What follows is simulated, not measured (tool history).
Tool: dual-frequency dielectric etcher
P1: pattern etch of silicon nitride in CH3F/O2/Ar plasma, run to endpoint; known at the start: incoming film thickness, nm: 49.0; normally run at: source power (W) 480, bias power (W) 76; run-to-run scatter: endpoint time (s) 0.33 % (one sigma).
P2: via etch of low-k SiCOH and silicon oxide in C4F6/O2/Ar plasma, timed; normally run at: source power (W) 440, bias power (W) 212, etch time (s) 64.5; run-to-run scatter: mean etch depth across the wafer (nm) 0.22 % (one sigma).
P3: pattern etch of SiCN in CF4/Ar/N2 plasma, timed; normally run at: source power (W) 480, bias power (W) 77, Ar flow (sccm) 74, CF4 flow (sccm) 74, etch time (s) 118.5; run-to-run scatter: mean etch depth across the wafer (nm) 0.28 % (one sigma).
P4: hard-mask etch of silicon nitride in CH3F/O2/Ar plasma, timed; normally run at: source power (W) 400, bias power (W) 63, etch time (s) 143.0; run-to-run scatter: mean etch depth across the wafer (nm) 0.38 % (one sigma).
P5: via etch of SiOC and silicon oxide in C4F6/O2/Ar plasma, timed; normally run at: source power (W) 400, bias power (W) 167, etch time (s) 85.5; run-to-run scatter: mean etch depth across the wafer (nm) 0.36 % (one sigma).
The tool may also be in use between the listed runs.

run	day	process that ran	source power (W)	bias power (W)	etch time (s)	Ar flow (sccm)	CF4 flow (sccm)	endpoint time (s)	mean etch depth across the wafer (nm)
1	0.612	P1	480	76				65.911	
2	1.212	P1	350	76				74.130	
3	1.754	P1	480	76				66.052	
4	2.254	P4	400	83	143.0				101.010
5	2.533	P4	400	63	204.0				132.050
6	2.888	P1	480	76				65.696	
7	3.246	P1	480	54				73.629	
# day 3.388: wet clean of the chamber
8	3.825	P5	400	114	85.5				83.389
9	4.162	P4	240	63	143.0				76.006
10	4.521	P5	400	167	47.0				51.636
11	4.833	P1	480	103				58.997	
12	5.388	P1	630	91				56.046	
13	5.758	P2	440	212	44.5				126.770
14	6.388	P1	480	76				66.061	
15	6.933	P3	280	77	118.5	74	74		70.041
16	7.338	P5	560	167	85.5				106.450
17	7.667	P3	480	77	167.0	74	74		159.220
18	8.038	P3	480	77	118.5	74	74		113.410
19	8.667	P3	480	60	118.5	74	74		104.590
20	9.171	P1	330	47				89.317	
21	9.542	P2	440	153	64.5				166.110
22	10.012	P2	440	212	64.5				183.860
23	10.475	P4	400	63	143.0				91.661
# day 10.512: source power generator calibrated
24	11.012	P2	260	212	64.5				150.400
25	11.521	P3	480	77	118.5	93	74		109.810
26	11.875	P5	400	167	85.5				93.427
27	12.462	P1	670	92				54.355	
28	12.888	P4	400	63	143.0				92.436
29	13.308	P1	600	76				60.779	
30	13.721	P3	480	77	118.5	74	58		110.110
31	14.004	P5	400	167	85.5				93.010
32	14.412	P3	480	77	118.5	74	74		113.550
33	14.812	P1	480	76				65.970	
34	15.417	P1	480	76				66.255	
35	16.033	P1	480	76				66.747	
36	16.608	P1	480	76				66.734	
37	17.142	P1	480	76				66.562	
38	17.742	P1	480	76				66.859	
# day 18.288: wet clean of the chamber
39	18.354	P1	480	76				67.128	
40	18.771	P1	480	76				66.694	
41	19.325	P1	480	76				66.950	
42	19.929	P1	480	76				67.129	
43	20.417	P1	480	76				66.913	

What P1 gives has crept away from where it was. These 2 causes fit the log equally well, each at the size given:
A: bias power that arrives under what is set, % = 4.77
B: source power that arrives under what is set, % = 4.29
The creep began at about day 14.812.
Why every other cause is out:
chamber walls in a state that lowers the etch rate, %: serviced at day 18.288, which brought nothing back

4 check runs are offered, one wafer each, their results left as question marks. Which one tells the causes apart?
check 1	20.904	P3	480	77	165.5	74	74		?
check 2	20.904	P2	370	163	64.5				?
check 3	20.904	P4	260	63	198.5				?
check 4	20.904	P5	510	167	47.0				?

What each check would give under each cause:
check	result	if A	if B
check 1	mean etch depth across the wafer (nm)	155.790	152.320
check 2	mean etch depth across the wafer (nm)	155.640	155.320
check 3	mean etch depth across the wafer (nm)	106.500	106.520
check 4	mean etch depth across the wafer (nm)	55.554	55.442
How far apart the two closest causes lie, in the result that separates them most: check 1 2.25 %; check 2 0.2 %; check 3 0.02 %; check 4 0.2 %
Check 1 tells the causes apart: in the others they would give nearly the same result.

Then check 1 was run and gave: mean etch depth across the wafer (nm) 155.680. Which cause is it?

It is A: bias power that arrives under what is set, %.

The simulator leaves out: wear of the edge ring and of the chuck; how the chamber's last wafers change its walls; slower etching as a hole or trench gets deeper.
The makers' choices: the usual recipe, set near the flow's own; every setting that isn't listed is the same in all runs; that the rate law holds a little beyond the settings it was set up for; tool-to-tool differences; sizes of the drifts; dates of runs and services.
